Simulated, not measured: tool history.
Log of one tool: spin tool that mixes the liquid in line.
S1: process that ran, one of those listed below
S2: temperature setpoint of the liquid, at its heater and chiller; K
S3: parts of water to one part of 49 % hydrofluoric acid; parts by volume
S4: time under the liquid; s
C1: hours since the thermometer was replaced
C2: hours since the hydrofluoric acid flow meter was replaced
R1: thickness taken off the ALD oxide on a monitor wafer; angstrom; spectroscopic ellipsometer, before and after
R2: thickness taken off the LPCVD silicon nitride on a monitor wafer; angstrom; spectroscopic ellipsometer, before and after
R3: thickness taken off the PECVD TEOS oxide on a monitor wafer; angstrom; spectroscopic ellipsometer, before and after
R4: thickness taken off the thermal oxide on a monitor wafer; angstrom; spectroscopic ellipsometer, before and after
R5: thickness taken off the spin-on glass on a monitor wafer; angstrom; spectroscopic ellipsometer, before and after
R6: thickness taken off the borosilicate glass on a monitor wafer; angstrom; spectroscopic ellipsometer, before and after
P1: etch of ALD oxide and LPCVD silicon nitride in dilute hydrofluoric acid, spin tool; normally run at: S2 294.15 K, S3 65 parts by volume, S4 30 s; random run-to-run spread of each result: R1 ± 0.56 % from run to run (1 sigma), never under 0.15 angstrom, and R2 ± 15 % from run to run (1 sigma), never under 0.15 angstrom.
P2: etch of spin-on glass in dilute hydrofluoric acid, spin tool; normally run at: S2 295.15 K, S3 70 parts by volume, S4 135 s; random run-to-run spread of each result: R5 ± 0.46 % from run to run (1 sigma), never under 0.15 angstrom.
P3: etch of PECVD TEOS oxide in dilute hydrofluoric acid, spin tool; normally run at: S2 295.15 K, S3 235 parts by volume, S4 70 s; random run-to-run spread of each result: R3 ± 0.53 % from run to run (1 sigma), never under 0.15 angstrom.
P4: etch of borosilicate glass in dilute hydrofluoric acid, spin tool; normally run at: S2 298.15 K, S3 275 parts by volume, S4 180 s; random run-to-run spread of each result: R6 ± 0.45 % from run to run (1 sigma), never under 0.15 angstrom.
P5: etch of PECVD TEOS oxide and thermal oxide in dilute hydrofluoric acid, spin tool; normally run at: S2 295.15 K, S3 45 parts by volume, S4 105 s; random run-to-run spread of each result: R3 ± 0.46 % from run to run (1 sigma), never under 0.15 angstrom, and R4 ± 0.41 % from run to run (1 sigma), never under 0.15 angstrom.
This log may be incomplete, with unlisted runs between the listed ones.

run 1 hour=2.8 | S1=P1 S2=294.15 S3=65 S4=30 | C1=2225.9 C2=362.5 | R1=100.54 R2=1.6571
run 2 hour=5.8 | S1=P3 S2=295.15 S3=235 S4=70 | C1=2228.9 C2=365.5 | R3=68.459
run 3 hour=10.1 | S1=P3 S2=295.15 S3=135 S4=70 | C1=2233.2 C2=369.8 | R3=132.43
run 4 hour=12.6 | S1=P1 S2=294.15 S3=30 S4=30 | C1=2235.7 C2=372.3 | R1=228.55 R2=4.1485
run 5 hour=16.6 | S1=P5 S2=295.15 S3=25 S4=105 | C1=2239.7 C2=376.3 | R3=529.27 R4=200.51
run 6 hour=18.9 | S1=P1 S2=294.15 S3=90 S4=30 | C1=2242 C2=378.6 | R1=70.516 R2=1.1877
run 7 hour=22.1 | S1=P2 S2=295.15 S3=70 S4=135 | C1=2245.2 C2=381.8 | R5=446.78
run 8 hour=27.3 | S1=P1 S2=294.15 S3=65 S4=60 | C1=2250.4 C2=387 | R1=201.85 R2=4.5159
run 9 hour=31 | S1=P5 S2=295.15 S3=45 S4=105 | C1=2254.1 C2=390.7 | R3=286.52 R4=108.18
run 10 hour=33.9 | S1=P1 S2=294.15 S3=65 S4=30 | C1=2257 C2=393.6 | R1=99.939 R2=2.0579
run 11 hour=36.5 | S1=P5 S2=295.15 S3=45 S4=30 | C1=2259.6 C2=396.2 | R3=82.595 R4=30.667
run 12 hour=40.4 | S1=P1 S2=302.15 S3=65 S4=30 | C1=2263.5 C2=400.1 | R1=137.94 R2=2.9647
run 13 hour=43.4 | S1=P3 S2=295.15 S3=235 S4=40 | C1=2266.5 C2=403.1 | R3=38.736
run 14 hour=47.5 | S1=P2 S2=295.15 S3=70 S4=45 | C1=2270.6 C2=407.2 | R5=147.53
run 15 hour=52.1 | S1=P4 S2=298.15 S3=50 S4=180 | C1=2275.2 C2=411.8 | R6=812.55
run 16 hour=57.1 | S1=P2 S2=295.15 S3=125 S4=135 | C1=2280.2 C2=416.8 | R5=230.6
run 17 hour=62.4 | S1=P4 S2=298.15 S3=275 S4=360 | C1=2285.5 C2=422.1 | R6=227.39
run 18 hour=66.9 | S1=P4 S2=305.65 S3=275 S4=180 | C1=2290 C2=426.6 | R6=146.47
run 19 hour=69.3 | S1=P1 S2=294.15 S3=65 S4=30 | C1=2292.4 C2=429 | R1=100.85 R2=1.8796
run 20 hour=72.7 | S1=P1 S2=294.15 S3=30 S4=15 | C1=2295.8 C2=432.4 | R1=114.36 R2=2.0005
run 21 hour=77.9 | S1=P2 S2=295.15 S3=70 S4=135 | C1=2301 C2=437.6 | R5=445.48
run 22 hour=81.1 | S1=P1 S2=294.15 S3=65 S4=15 | C1=2304.2 C2=440.8 | R1=50.305 R2=0.39578
run 23 hour=86.3 | S1=P1 S2=290.15 S3=65 S4=30 | C1=2309.4 C2=446 | R1=85.121 R2=1.3596
run 24 hour=90.2 | S1=P3 S2=295.15 S3=235 S4=70 | C1=2313.3 C2=449.9 | R3=68.576
run 25 hour=95.1 | S1=P1 S2=294.15 S3=65 S4=30 | C1=2318.2 C2=454.8 | R1=101.49 R2=2.4409
run 26 hour=100.2 | S1=P1 S2=294.15 S3=65 S4=30 | C1=2323.3 C2=459.9 | R1=100.69 R2=1.7645
run 27 hour=105.6 | S1=P4 S2=298.15 S3=275 S4=180 | C1=2328.7 C2=465.3 | R6=114.04
run 28 hour=108.3 | S1=P1 S2=290.65 S3=95 S4=30 | C1=2331.4 C2=468 | R1=57.49 R2=1.1205
run 29 hour=110.7 | S1=P3 S2=290.15 S3=235 S4=70 | C1=2333.8 C2=470.4 | R3=56.222
run 30 hour=115.1 | S1=P1 S2=300.65 S3=105 S4=30 | C1=2338.2 C2=474.8 | R1=76.522 R2=2.1542
run 31 hour=119 | S1=P4 S2=298.15 S3=275 S4=180 | C1=2342.1 C2=478.7 | R6=113.23
run 32 hour=123.2 | S1=P5 S2=302.65 S3=45 S4=105 | C1=2346.3 C2=482.9 | R3=391.97 R4=146.88
run 33 hour=125.8 | S1=P2 S2=290.15 S3=70 S4=135 | C1=2348.9 C2=485.5 | R5=359.73
run 34 hour=128.3 | S1=P1 S2=294.15 S3=65 S4=30 | C1=2351.4 C2=488 | R1=100.14 R2=2.1728
run 35 hour=133.6 | S1=P1 S2=294.15 S3=65 S4=30 | C1=2356.7 C2=493.3 | R1=97.705 R2=0.98547
run 36 hour=138.3 | S1=P1 S2=294.15 S3=65 S4=30 | C1=2361.4 C2=498 | R1=96.057 R2=1.9535
run 37 hour=143 | S1=P1 S2=294.15 S3=65 S4=30 | C1=2366.1 C2=502.7 | R1=94.668 R2=1.8354
run 38 hour=148.2 | S1=P1 S2=294.15 S3=65 S4=30 | C1=2371.3 C2=507.9 | R1=92.417 R2=1.9889
run 39 hour=153.3 | S1=P1 S2=294.15 S3=65 S4=30 | C1=2376.4 C2=513 | R1=91.753 R2=1.6711
run 40 hour=156.7 | S1=P1 S2=294.15 S3=65 S4=30 | C1=2379.8 C2=516.4 | R1=92.647 R2=1.7111
run 41 hour=161.1 | S1=P1 S2=294.15 S3=65 S4=30 | C1=2384.2 C2=520.8 | R1=92.102 R2=1.2286
run 42 hour=164.8 | S1=P1 S2=294.15 S3=65 S4=30 | C1=2387.9 C2=524.5 | R1=92.954 R2=0.98418
run 43 hour=169.7 | S1=P1 S2=294.15 S3=65 S4=30 | C1=2392.8 C2=529.4 | R1=92.921 R2=1.3701

Something has made what P1 gives creep away from where it was; the 2 causes below, each at its own stated size, fit the log equally well:
A: liquid colder than its thermometer reads (K) = 2.08
B: hydrofluoric acid flow below the setpoint (%) = 7.76
At approximately hour 128.3, the process output began to creep.

Question marks stand in for the results of the 4 check runs listed below, each run on one wafer. Under which run would the listed causes show clearly different results?
run check 1 hour=174.6 | S1=P5 S2=295.15 S3=45 S4=55 | R3=? R4=?
run check 2 hour=174.6 | S1=P3 S2=290.15 S3=155 S4=70 | R3=?
run check 3 hour=174.6 | S1=P4 S2=303.65 S3=275 S4=180 | R6=?
run check 4 hour=174.6 | S1=P2 S2=295.15 S3=105 S4=80 | R5=?

Expected result of each check under each candidate cause:
check=check_1 result=R3 if_A=137.37 if_B=137.69
check=check_1 result=R4 if_A=51.807 if_B=51.928
check=check_2 result=R3 if_A=84.619 if_B=84
check=check_3 result=R6 if_A=127.27 if_B=122.49
check=check_4 result=R5 if_A=154.62 if_B=153.62
Per-check spread between the two closest causes, in the result where they differ most: check 1 0.23 %; check 2 0.73 %; check 3 3.83 %; check 4 0.65 %
Only check 3 tells the causes apart: in the others they would give nearly the same result.

After running check 3, the following was obtained: R6 127.16 angstrom. Which cause does this point to?

It was cause A: liquid colder than its thermometer reads (K).

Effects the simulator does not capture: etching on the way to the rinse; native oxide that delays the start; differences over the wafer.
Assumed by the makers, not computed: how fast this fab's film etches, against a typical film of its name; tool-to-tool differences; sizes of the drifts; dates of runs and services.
